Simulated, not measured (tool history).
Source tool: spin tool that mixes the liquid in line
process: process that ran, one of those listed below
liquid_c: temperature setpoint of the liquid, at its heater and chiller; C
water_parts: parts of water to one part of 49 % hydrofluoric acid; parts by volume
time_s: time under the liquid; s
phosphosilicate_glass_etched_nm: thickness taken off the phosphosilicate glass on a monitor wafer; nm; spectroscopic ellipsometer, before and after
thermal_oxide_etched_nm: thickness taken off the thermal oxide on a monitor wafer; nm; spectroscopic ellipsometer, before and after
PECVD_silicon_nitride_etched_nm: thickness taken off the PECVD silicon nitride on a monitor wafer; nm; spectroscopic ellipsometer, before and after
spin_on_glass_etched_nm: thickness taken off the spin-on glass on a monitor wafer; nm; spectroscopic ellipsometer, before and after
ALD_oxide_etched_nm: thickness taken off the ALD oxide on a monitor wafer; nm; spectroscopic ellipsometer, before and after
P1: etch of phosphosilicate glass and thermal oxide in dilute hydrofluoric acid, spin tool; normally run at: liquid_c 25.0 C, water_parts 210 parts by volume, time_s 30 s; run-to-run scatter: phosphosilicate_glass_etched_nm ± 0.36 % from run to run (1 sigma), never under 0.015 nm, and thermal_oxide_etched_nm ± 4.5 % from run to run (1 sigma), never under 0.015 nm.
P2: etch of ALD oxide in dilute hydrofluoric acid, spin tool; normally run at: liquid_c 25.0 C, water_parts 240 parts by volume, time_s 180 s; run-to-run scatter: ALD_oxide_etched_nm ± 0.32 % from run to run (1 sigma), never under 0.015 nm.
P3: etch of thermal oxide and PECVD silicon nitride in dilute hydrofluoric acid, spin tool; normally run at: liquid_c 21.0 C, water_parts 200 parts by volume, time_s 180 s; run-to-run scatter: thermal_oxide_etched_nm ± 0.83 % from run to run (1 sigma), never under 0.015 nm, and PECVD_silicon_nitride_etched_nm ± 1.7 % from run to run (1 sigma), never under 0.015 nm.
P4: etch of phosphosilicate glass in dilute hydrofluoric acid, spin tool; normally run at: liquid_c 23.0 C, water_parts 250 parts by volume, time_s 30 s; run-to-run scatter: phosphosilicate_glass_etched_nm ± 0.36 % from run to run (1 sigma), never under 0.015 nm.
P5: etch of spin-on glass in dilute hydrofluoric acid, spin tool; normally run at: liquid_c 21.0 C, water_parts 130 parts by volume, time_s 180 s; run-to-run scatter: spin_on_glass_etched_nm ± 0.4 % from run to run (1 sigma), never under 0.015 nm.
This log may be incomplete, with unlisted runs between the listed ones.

run,hour,process,liquid_c,water_parts,time_s,phosphosilicate_glass_etched_nm,thermal_oxide_etched_nm,PECVD_silicon_nitride_etched_nm,spin_on_glass_etched_nm,ALD_oxide_etched_nm
1,3.2,P1,25.0,210,30,8.1212,0.66019,,,
2,6.2,P1,25.0,210,30,8.1331,0.59329,,,
3,10.2,P3,21.0,35,180,,22.22300,6.85260,,
4,13.5,P1,25.0,210,30,8.0621,0.56332,,,
5,19.4,P5,21.0,130,180,,,,25.064,
6,23.7,P1,19.0,210,30,6.4668,0.46920,,,
7,30.0,P1,25.0,210,30,8.1501,0.57821,,,
8,34.2,P1,25.0,210,60,16.1890,1.08390,,,
9,39.2,P5,21.0,185,180,,,,16.784,
10,44.3,P1,25.0,60,30,33.8430,2.41970,,,
11,49.1,P1,25.0,210,15,4.0347,0.30529,,,
12,54.5,P1,25.0,350,30,4.2396,0.28733,,,
13,58.5,P1,25.0,210,30,8.1190,0.61163,,,
14,61.5,P1,25.0,75,15,13.4220,0.97412,,,
15,66.7,P1,25.0,210,30,8.1165,0.56275,,,
16,70.7,P5,21.0,130,350,,,,49.061,
17,76.6,P1,32.5,210,60,21.1530,1.52140,,,
18,81.8,P4,23.0,250,30,10.7880,,,,
19,85.4,P2,25.0,85,180,,,,,56.241
20,89.2,P5,21.0,130,180,,,,25.363,
21,95.1,P3,21.0,200,265,,4.76800,1.88600,,
22,98.8,P5,29.5,130,180,,,,35.107,
23,104.4,P2,17.5,240,180,,,,,12.613
24,107.6,P4,23.0,250,15,5.3980,,,,
25,111.4,P4,17.0,250,30,8.7227,,,,
26,115.9,P1,18.5,380,30,3.0316,0.21346,,,
27,121.0,P3,21.0,200,180,,3.28940,1.29880,,
28,126.7,P4,23.0,425,30,5.5057,,,,
29,129.4,P2,25.0,240,365,,,,,33.585
30,133.4,P3,17.0,200,180,,2.77670,0.94312,,
31,136.8,P1,30.5,210,30,9.8400,0.77664,,,
32,139.8,P2,25.0,240,180,,,,,16.629
33,144.7,P3,21.0,200,180,,3.24230,1.27660,,
34,148.5,P1,25.0,210,30,8.1411,0.55818,,,
35,152.9,P1,25.0,210,30,7.8662,0.61322,,,
36,156.7,P1,25.0,210,30,7.7930,0.59549,,,
37,161.0,P1,25.0,210,30,7.6218,0.54601,,,
38,166.3,P1,25.0,210,30,7.5704,0.53846,,,
39,169.6,P1,25.0,210,30,7.4979,0.52359,,,
40,174.2,P1,25.0,210,30,7.4987,0.59134,,,
41,179.8,P1,25.0,210,30,7.4301,0.54978,,,
42,183.7,P1,25.0,210,30,7.4400,0.50558,,,
43,187.8,P1,25.0,210,30,7.3758,0.51180,,,

What P1 gives has crept off from where it sat before. The 2 causes that follow fit the log equally well, each at the size noted:
A: hydrofluoric acid flow below the setpoint (%) = 6.99
B: liquid colder than its thermometer reads (K) = 2.43
The creep began at about hour 148.5.

You are offered 4 check runs, listed below with question marks in place of their results; each one averages 2 wafers. Which run separates the listed causes by giving clearly different results for each?
check 1,191.9,P5,28.5,130,345,,,,?,
check 2,191.9,P3,21.0,55,180,,?,?,,
check 3,191.9,P4,17.0,250,30,?,,,,
check 4,191.9,P2,21.5,240,295,,,,,?

How each check would come out, cause by cause:
check,result,if A,if B
check 1,spin_on_glass_etched_nm,59.299,58.938
check 2,thermal_oxide_etched_nm,12.83600,12.51100
check 2,PECVD_silicon_nitride_etched_nm,4.21310,3.81930
check 3,phosphosilicate_glass_etched_nm,7.9399,7.8845
check 4,ALD_oxide_etched_nm,21.967,21.934
How far apart the two closest causes lie, in the result that separates them most: check 1 0.61 %; check 2 9.81 %; check 3 0.7 %; check 4 0.15 %
Check 2 distinguishes between the causes, while the remaining checks would return nearly the same result for all of them.

After running check 2, the following was obtained: thermal_oxide_etched_nm 12.80100 nm; PECVD_silicon_nitride_etched_nm 4.24470 nm. Which cause does this point to?

Of the candidate causes, it is A: hydrofluoric acid flow below the setpoint (%).
